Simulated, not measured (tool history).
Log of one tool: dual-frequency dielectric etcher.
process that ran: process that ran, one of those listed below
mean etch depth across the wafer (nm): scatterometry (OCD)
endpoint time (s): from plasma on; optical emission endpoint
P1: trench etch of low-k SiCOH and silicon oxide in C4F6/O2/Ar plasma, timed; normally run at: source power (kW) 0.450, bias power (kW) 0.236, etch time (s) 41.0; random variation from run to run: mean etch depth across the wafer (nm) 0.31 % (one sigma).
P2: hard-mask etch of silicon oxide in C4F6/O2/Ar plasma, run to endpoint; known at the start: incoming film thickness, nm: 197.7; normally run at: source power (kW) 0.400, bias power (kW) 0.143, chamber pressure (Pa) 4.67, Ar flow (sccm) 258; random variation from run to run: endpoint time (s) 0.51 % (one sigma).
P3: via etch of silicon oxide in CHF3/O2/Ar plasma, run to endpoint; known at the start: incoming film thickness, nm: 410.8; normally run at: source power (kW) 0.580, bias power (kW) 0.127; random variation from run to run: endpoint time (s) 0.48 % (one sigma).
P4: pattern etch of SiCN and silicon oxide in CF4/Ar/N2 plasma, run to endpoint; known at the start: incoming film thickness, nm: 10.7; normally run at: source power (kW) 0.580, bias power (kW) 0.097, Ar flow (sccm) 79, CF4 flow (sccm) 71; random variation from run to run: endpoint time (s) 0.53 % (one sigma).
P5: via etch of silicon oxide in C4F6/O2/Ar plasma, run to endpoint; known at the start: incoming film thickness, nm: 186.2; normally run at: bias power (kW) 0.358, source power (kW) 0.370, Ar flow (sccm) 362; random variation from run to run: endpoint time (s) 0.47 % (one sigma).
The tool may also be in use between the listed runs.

run,hour,process that ran,source power (kW),bias power (kW),etch time (s),chamber pressure (Pa),Ar flow (sccm),CF4 flow (sccm),hours since the last wet clean,hours since the last source power generator calibration,hours since the last bias power generator calibration,mean etch depth across the wafer (nm),endpoint time (s)
1,7.3,P1,0.450,0.236,41.0,,,,287.8,2516.5,2336.3,142.070,
2,11.7,P2,0.400,0.143,,4.67,187,,292.2,2520.9,2340.7,,66.2090
3,17.1,P5,0.370,0.237,,,362,,297.6,2526.3,2346.1,,55.8450
4,23.8,P1,0.450,0.331,41.0,,,,304.3,2533.0,2352.8,161.050,
5,29.5,P1,0.450,0.236,41.0,,,,310.0,2538.7,2358.5,142.600,
6,37.1,P3,0.580,0.092,,,,,317.6,2546.3,2366.1,,259.6600
7,41.9,P1,0.590,0.236,41.0,,,,322.4,2551.1,2370.9,158.600,
8,46.0,P1,0.450,0.236,41.0,,,,326.5,2555.2,2375.0,142.790,
# hour 50.3: source power generator calibrated
9,51.1,P1,0.450,0.236,41.0,,,,331.6,0.8,2380.1,142.810,
10,56.9,P2,0.400,0.143,,6.47,258,,337.4,6.6,2385.9,,71.1240
11,64.3,P1,0.620,0.236,55.5,,,,344.8,14.0,2393.3,218.280,
12,69.9,P1,0.450,0.290,60.5,,,,350.4,19.6,2398.9,225.200,
13,77.5,P1,0.450,0.236,41.0,,,,358.0,27.2,2406.5,142.250,
14,82.4,P5,0.230,0.358,,,362,,362.9,32.1,2411.4,,57.5790
15,86.5,P1,0.450,0.161,41.0,,,,367.0,36.2,2415.5,126.110,
16,92.5,P3,0.580,0.127,,,,,373.0,42.2,2421.5,,232.9300
17,101.1,P1,0.450,0.236,25.5,,,,381.6,50.8,2430.1,88.131,
18,108.0,P5,0.370,0.358,,,362,,388.5,57.7,2437.0,,49.0120
19,116.5,P4,0.580,0.097,,,79,91,397.0,66.2,2445.5,,8.2408
20,120.6,P5,0.370,0.358,,,214,,401.1,70.3,2449.6,,45.6250
21,125.5,P1,0.450,0.236,55.5,,,,406.0,75.2,2454.5,193.360,
22,133.0,P2,0.400,0.096,,4.67,258,,413.5,82.7,2462.0,,77.4700
23,141.6,P2,0.400,0.143,,4.67,258,,422.1,91.3,2470.6,,68.5930
24,148.1,P3,0.450,0.127,,,,,428.6,97.8,2477.1,,259.8100
25,154.7,P1,0.450,0.236,41.0,,,,435.2,104.4,2483.7,142.460,
# hour 163.0: wet clean of the chamber
26,163.2,P5,0.370,0.358,,,362,,0.3,112.9,2492.2,,48.2600
27,170.0,P2,0.500,0.143,,4.67,258,,7.1,119.7,2499.0,,62.8930
28,176.5,P4,0.390,0.097,,,79,71,13.6,126.2,2505.5,,12.2810
29,182.4,P2,0.400,0.143,,4.67,258,,19.5,132.1,2511.4,,68.9090
30,188.3,P4,0.580,0.097,,,63,71,25.4,138.0,2517.3,,8.2417
31,193.4,P4,0.580,0.127,,,79,71,30.5,143.1,2522.4,,7.8050
32,200.6,P4,0.580,0.097,,,79,71,37.7,150.3,2529.6,,8.5833
33,208.3,P1,0.330,0.236,41.0,,,,45.4,158.0,2537.3,126.600,
34,215.8,P1,0.450,0.236,41.0,,,,52.9,165.5,2544.8,142.510,
35,221.1,P1,0.450,0.236,41.0,,,,58.2,170.8,2550.1,141.170,
36,225.2,P1,0.450,0.236,41.0,,,,62.3,174.9,2554.2,142.010,
37,233.3,P1,0.450,0.236,41.0,,,,70.4,183.0,2562.3,140.090,
# hour 239.7: wet clean of the chamber
38,240.8,P1,0.450,0.236,41.0,,,,1.2,190.5,2569.8,140.330,
39,248.9,P1,0.450,0.236,41.0,,,,9.3,198.6,2577.9,140.220,
40,254.5,P1,0.450,0.236,41.0,,,,14.9,204.2,2583.5,140.650,
41,261.0,P1,0.450,0.236,41.0,,,,21.4,210.7,2590.0,140.460,
42,267.5,P1,0.450,0.236,41.0,,,,27.9,217.2,2596.5,140.780,

What P1 gives has crept away from where it was. These 2 causes fit the log equally well, each at the size given:
A: source power that arrives under what is set, % = 3.9
B: bias power that arrives under what is set, % = 4.53
The creep began at about hour 215.8.
Why every other cause is out:
chamber walls in a state that lowers the etch rate, %: serviced at hour 239.7, which brought nothing back

4 check runs are offered, each on 5 wafers whose results are averaged, their results left as question marks. Which one tells the causes apart?
check 1,274.0,P4,0.580,0.097,,,66,85,,,,,?
check 2,274.0,P2,0.400,0.098,,4.67,258,,,,,,?
check 3,274.0,P3,0.580,0.094,,,,,,,,,?
check 4,274.0,P5,0.370,0.262,,,226,,,,,,?

What each check would give under each cause:
check,result,if A,if B
check 1,endpoint time (s),8.4881,8.3181
check 2,endpoint time (s),77.9180,77.6370
check 3,endpoint time (s),261.6600,261.0000
check 4,endpoint time (s),52.0260,52.0510
How far apart the two closest causes lie, in the result that separates them most: check 1 2.02 %; check 2 0.36 %; check 3 0.25 %; check 4 0.05 %
Only check 1 tells the causes apart: in the others they would give nearly the same result.

Then check 1 was run and gave: endpoint time (s) 8.3252. Which cause is it?

It is B: bias power that arrives under what is set, %.
